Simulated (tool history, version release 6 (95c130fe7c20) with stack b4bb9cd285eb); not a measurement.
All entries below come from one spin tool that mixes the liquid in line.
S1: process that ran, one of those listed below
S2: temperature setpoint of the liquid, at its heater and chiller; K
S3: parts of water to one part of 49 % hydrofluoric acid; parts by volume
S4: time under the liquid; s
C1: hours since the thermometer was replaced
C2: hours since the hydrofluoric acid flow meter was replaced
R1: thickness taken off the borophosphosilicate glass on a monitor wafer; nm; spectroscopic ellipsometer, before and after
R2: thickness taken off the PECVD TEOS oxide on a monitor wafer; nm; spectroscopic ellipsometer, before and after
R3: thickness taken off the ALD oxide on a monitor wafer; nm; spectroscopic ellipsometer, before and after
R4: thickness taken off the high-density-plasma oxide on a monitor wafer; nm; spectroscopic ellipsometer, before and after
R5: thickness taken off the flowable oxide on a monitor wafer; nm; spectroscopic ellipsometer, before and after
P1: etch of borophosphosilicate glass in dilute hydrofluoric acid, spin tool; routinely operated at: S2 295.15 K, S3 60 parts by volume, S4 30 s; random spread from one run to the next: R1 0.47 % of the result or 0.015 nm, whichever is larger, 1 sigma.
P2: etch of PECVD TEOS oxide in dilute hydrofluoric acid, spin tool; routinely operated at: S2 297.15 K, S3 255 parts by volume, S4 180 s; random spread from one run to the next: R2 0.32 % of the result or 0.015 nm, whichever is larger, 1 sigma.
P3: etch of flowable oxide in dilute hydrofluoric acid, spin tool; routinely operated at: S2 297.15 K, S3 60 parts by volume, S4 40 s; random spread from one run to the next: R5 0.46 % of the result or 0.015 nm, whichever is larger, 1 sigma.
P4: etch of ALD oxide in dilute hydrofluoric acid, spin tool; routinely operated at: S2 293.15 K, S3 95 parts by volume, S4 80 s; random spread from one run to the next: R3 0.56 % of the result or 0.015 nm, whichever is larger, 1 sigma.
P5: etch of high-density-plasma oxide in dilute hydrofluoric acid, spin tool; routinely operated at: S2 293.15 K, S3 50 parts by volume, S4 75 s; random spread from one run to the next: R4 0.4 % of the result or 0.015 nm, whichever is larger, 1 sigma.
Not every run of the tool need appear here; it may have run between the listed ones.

run,hour,S1,S2,S3,S4,C1,C2,R1,R2,R3,R4,R5
1,4.4,P1,295.15,60,30,385.5,1109.7,23.895,,,,
2,11.8,P1,301.65,60,15,392.9,1117.1,15.775,,,,
3,19.4,P1,295.15,90,55,400.5,1124.7,28.26,,,,
4,23.7,P1,295.15,60,30,404.8,1129,23.946,,,,
5,30.2,P1,295.15,60,30,411.3,1135.5,24.034,,,,
6,35.7,P1,295.15,60,55,416.8,1141,44.199,,,,
7,41.4,P2,297.15,255,20,422.5,1146.7,,0.81862,,,
8,49.1,P1,295.15,20,30,430.2,1154.4,75.577,,,,
9,58.8,P1,295.15,60,30,439.9,1164.1,24.011,,,,
10,64,P4,293.15,95,80,445.1,1169.3,,,11.752,,
11,72.6,P4,293.15,95,80,453.7,1177.9,,,11.943,,
12,79.9,P5,293.15,50,75,461,1185.2,,,,11.956,
13,89.5,P2,303.65,255,180,470.6,1194.8,,9.3141,,,
14,99.4,P1,295.15,60,30,480.5,1204.7,24.229,,,,
15,109.3,P3,297.15,60,15,490.4,1214.6,,,,,9.3159
16,114.7,P4,293.15,150,80,495.8,1220,,,7.1216,,
17,121.3,P1,295.15,105,30,502.4,1226.6,12.996,,,,
18,125.7,P1,290.15,60,45,506.8,1231,29.469,,,,
19,130.1,P2,297.15,360,180,511.2,1235.4,,4.7669,,,
20,135.6,P1,295.15,60,30,516.7,1240.9,24.164,,,,
21,140.1,P3,297.15,60,40,521.2,1245.4,,,,,25.134
22,148.8,P2,297.15,255,180,529.9,1254.1,,7.4004,,,
23,154.8,P4,293.15,95,40,535.9,1260.1,,,6.0064,,
24,160,P5,300.65,50,75,541.1,1265.3,,,,16.26,
25,169.5,P1,295.15,60,30,550.6,1274.8,24.129,,,,
26,175.9,P4,290.15,95,80,557,1281.2,,,10.491,,
27,181.5,P5,293.15,50,120,562.6,1286.8,,,,19.122,
28,190.9,P3,302.15,60,40,572,1296.2,,,,,30.423
29,196,P1,302.15,60,30,577.1,1301.3,31.84,,,,
30,202.3,P5,293.15,50,75,583.4,1307.6,,,,11.95,
31,212.3,P1,295.15,60,15,593.4,1317.6,12.015,,,,
32,219.6,P5,293.15,25,75,600.7,1324.9,,,,24.691,
33,229.4,P3,297.15,35,40,610.5,1334.7,,,,,44.001
34,235.2,P1,290.15,60,30,616.3,1340.5,19.583,,,,
35,241.7,P1,295.15,60,30,622.8,1347,24.104,,,,
36,248.3,P1,295.15,60,30,629.4,1353.6,22.884,,,,
37,254.1,P1,295.15,60,30,635.2,1359.4,22.651,,,,
38,261.5,P1,295.15,60,30,642.6,1366.8,22.035,,,,
39,270.4,P1,295.15,60,30,651.5,1375.7,21.873,,,,
40,274.9,P1,295.15,60,30,656,1380.2,21.765,,,,
41,284.3,P1,295.15,60,30,665.4,1389.6,21.658,,,,
42,288.7,P1,295.15,60,30,669.8,1394,21.784,,,,

The log shows P1 creeping away from where it was. Any of the 2 causes listed here, at the size stated for it, fits the log just as well as the others:
A: hydrofluoric acid flow below the setpoint (%) = 8.81
B: liquid colder than its thermometer reads (K) = 2.38
The onset of the drift is placed at about hour 241.7.

Listed below are the offered check runs, one wafer per run, with question marks in place of results. For which of them would the causes give clearly different outcomes?
check 1,293.1,P3,297.15,60,40,,,,,,,?
check 2,293.1,P5,293.15,50,75,,,,,,?,
check 3,293.1,P2,297.15,255,180,,,,?,,,
check 4,293.1,P4,293.15,95,80,,,,,?,,

Expected result of each check under each candidate cause:
check,result,if A,if B
check 1,R5,22.595,22.633
check 2,R4,10.871,10.827
check 3,R2,6.6011,6.8076
check 4,R3,10.74,10.776
How far apart the two closest causes lie, in the result that separates them most: check 1 0.17 %; check 2 0.4 %; check 3 3.08 %; check 4 0.34 %
Check 3 is the one run that separates the causes; every other check would come out nearly the same whichever cause is at work.

Check 3 has now been run. It gave: R2 6.6164 nm. Which of the candidate causes is it?

The cause is A: hydrofluoric acid flow below the setpoint (%).
